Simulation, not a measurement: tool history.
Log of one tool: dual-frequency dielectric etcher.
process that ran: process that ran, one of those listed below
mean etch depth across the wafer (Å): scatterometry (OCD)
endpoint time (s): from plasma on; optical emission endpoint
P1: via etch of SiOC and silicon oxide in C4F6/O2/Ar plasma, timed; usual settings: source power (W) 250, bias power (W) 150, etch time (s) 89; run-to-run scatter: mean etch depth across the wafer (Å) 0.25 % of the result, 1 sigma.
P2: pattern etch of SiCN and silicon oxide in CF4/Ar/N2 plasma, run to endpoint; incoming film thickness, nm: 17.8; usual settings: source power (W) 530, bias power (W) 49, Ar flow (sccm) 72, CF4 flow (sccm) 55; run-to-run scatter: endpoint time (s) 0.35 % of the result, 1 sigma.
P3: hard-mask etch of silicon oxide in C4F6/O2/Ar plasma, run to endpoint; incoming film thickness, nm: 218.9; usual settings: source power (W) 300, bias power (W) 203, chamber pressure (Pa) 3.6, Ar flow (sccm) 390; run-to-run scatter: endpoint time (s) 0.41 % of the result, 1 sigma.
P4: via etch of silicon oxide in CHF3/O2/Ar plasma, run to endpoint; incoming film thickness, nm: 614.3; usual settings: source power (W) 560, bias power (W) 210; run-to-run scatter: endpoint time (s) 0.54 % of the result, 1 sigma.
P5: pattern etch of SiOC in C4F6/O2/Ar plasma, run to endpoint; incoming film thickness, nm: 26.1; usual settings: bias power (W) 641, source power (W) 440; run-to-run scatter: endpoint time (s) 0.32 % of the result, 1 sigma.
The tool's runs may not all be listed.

| run | hour | process that ran | source power (W) | bias power (W) | etch time (s) | chamber pressure (Pa) | Ar flow (sccm) | CF4 flow (sccm) | hours since the last wet clean | hours since the last source power generator calibration | hours since the last bias power generator calibration | mean etch depth across the wafer (Å) | endpoint time (s) |
|---|---|---|---|---|---|---|---|---|---|---|---|---|---|
| 1 | 12.6 | P1 | 250 | 150 | 89 |  |  |  | 117.8 | 1963.3 | 2523.4 | 820.55 |  |
| 2 | 26.5 | P1 | 250 | 91 | 89 |  |  |  | 131.7 | 1977.2 | 2537.3 | 703.90 |  |
| 3 | 40.5 | P3 | 300 | 203 |  | 4.4 | 390 |  | 145.7 | 1991.2 | 2551.3 |  | 79.1060 |
| 4 | 55.3 | P2 | 640 | 49 |  |  | 72 | 55 | 160.5 | 2006.0 | 2566.1 |  | 17.0440 |
| 5 | 66.1 | P1 | 350 | 150 | 89 |  |  |  | 171.3 | 2016.8 | 2576.9 | 933.00 |  |
| 6 | 76.2 | P1 | 250 | 150 | 89 |  |  |  | 181.4 | 2026.9 | 2587.0 | 817.54 |  |
| 7 | 86.7 | P1 | 340 | 150 | 71 |  |  |  | 191.9 | 2037.4 | 2597.5 | 734.71 |  |
| 8 | 95.9 | P3 | 300 | 203 |  | 3.6 | 390 |  | 201.1 | 2046.6 | 2606.7 |  | 77.5260 |
| 9 | 106.3 | P3 | 300 | 203 |  | 3.6 | 278 |  | 211.5 | 2057.0 | 2617.1 |  | 74.5960 |
| 10 | 116.3 | P1 | 190 | 106 | 89 |  |  |  | 221.5 | 2067.0 | 2627.1 | 658.29 |  |
| 11 | 127.6 | P1 | 250 | 150 | 114 |  |  |  | 232.8 | 2078.3 | 2638.4 | 1044.30 |  |
| 12 | 135.1 | P1 | 250 | 150 | 89 |  |  |  | 240.3 | 2085.8 | 2645.9 | 815.52 |  |
| 13 | 144.4 | P1 | 250 | 150 | 89 |  |  |  | 249.6 | 2095.1 | 2655.2 | 817.82 |  |
| 14 | 152.8 | P1 | 250 | 150 | 89 |  |  |  | 258.0 | 2103.5 | 2663.6 | 819.74 |  |
| 15 | 166.3 | P5 | 260 | 641 |  |  |  |  | 271.5 | 2117.0 | 2677.1 |  | 9.6594 |
| 16 | 177.8 | P2 | 530 | 49 |  |  | 72 | 55 | 283.0 | 2128.5 | 2688.6 |  | 20.1240 |
| 17 | 190.7 | P5 | 440 | 904 |  |  |  |  | 295.9 | 2141.4 | 2701.5 |  | 6.8986 |
| 18 | 199.5 | P2 | 530 | 49 |  |  | 72 | 55 | 304.7 | 2150.2 | 2710.3 |  | 20.1930 |
| 19 | 212.5 | P1 | 210 | 150 | 69 |  |  |  | 317.7 | 2163.2 | 2723.3 | 593.11 |  |
| 20 | 219.7 | P1 | 250 | 150 | 89 |  |  |  | 324.9 | 2170.4 | 2730.5 | 815.14 |  |
| 21 | 232.5 | P1 | 250 | 150 | 59 |  |  |  | 337.7 | 2183.2 | 2743.3 | 541.00 |  |
| 22 | 245.9 | P5 | 440 | 641 |  |  |  |  | 351.1 | 2196.6 | 2756.7 |  | 7.9317 |
| 23 | 259.7 | P2 | 530 | 31 |  |  | 72 | 55 | 364.9 | 2210.4 | 2770.5 |  | 22.9600 |
| 24 | 269.7 | P3 | 300 | 203 |  | 3.6 | 390 |  | 374.9 | 2220.4 | 2780.5 |  | 77.5490 |
| 25 | 277.9 | P2 | 530 | 49 |  |  | 72 | 43 | 383.1 | 2228.6 | 2788.7 |  | 21.0850 |
| 26 | 289.9 | P4 | 710 | 210 |  |  |  |  | 395.1 | 2240.6 | 2800.7 |  | 283.8100 |
| 27 | 299.6 | P1 | 180 | 150 | 89 |  |  |  | 404.8 | 2250.3 | 2810.4 | 721.80 |  |
| 28 | 307.6 | P4 | 560 | 210 |  |  |  |  | 412.8 | 2258.3 | 2818.4 |  | 307.1100 |
| 29 | 317.0 | P3 | 300 | 127 |  | 3.6 | 390 |  | 422.2 | 2267.7 | 2827.8 |  | 89.9600 |
| 30 | 330.9 | P3 | 190 | 203 |  | 3.6 | 390 |  | 436.1 | 2281.6 | 2841.7 |  | 92.2330 |
| 31 | 339.7 | P1 | 250 | 201 | 89 |  |  |  | 444.9 | 2290.4 | 2850.5 | 895.53 |  |
| 32 | 353.9 | P2 | 530 | 49 |  |  | 53 | 55 | 459.1 | 2304.6 | 2864.7 |  | 19.3230 |
| 33 | 364.1 | P4 | 560 | 142 |  |  |  |  | 469.3 | 2314.8 | 2874.9 |  | 351.3000 |
| 34 | 374.9 | P1 | 250 | 150 | 89 |  |  |  | 480.1 | 2325.6 | 2885.7 | 816.87 |  |
| 35 | 388.5 | P1 | 250 | 150 | 89 |  |  |  | 493.7 | 2339.2 | 2899.3 | 807.83 |  |
| 36 | 395.5 | P1 | 250 | 150 | 89 |  |  |  | 500.7 | 2346.2 | 2906.3 | 809.98 |  |
|  | 407.3 | wet clean of the chamber |
| 37 | 408.2 | P1 | 250 | 150 | 89 |  |  |  | 1.0 | 2358.9 | 2919.0 | 810.35 |  |
| 38 | 421.6 | P1 | 250 | 150 | 89 |  |  |  | 14.4 | 2372.3 | 2932.4 | 802.87 |  |
| 39 | 432.6 | P1 | 250 | 150 | 89 |  |  |  | 25.4 | 2383.3 | 2943.4 | 805.81 |  |
| 40 | 440.8 | P1 | 250 | 150 | 89 |  |  |  | 33.6 | 2391.5 | 2951.6 | 803.03 |  |

What P1 gives has crept away from where it was. These 2 causes fit the log equally well, each at the size given:
A: source power that arrives under what is set, % = 3.39
B: bias power that arrives under what is set, % = 4.1
The creep began at about hour 374.9.
Why every other cause is out:
chamber walls in a state that lowers the etch rate, %: serviced at hour 407.3, which brought nothing back

4 check runs are offered, each on 2 wafers whose results are averaged, their results left as question marks. Which one tells the causes apart?
| check 1 | 449.0 | P3 | 250 | 155 |  | 3.6 | 390 |  |  |  |  |  | ? |
| check 2 | 449.0 | P2 | 530 | 31 |  |  | 72 | 55 |  |  |  |  | ? |
| check 3 | 449.0 | P5 | 440 | 834 |  |  |  |  |  |  |  |  | ? |
| check 4 | 449.0 | P4 | 670 | 210 |  |  |  |  |  |  |  |  | ? |

What each check would give under each cause:
| check | result | if A | if B |
|---|---|---|---|
| check 1 | endpoint time (s) | 92.0430 | 92.0230 |
| check 2 | endpoint time (s) | 23.7480 | 23.2640 |
| check 3 | endpoint time (s) | 7.2410 | 7.2708 |
| check 4 | endpoint time (s) | 290.8500 | 291.2100 |
How far apart the two closest causes lie, in the result that separates them most: check 1 0.02 %; check 2 2.06 %; check 3 0.41 %; check 4 0.12 %
Check 2 tells the causes apart: in the others they would give nearly the same result.

Then check 2 was run and gave: endpoint time (s) 23.1790. Which cause is it?

It is B: bias power that arrives under what is set, %.
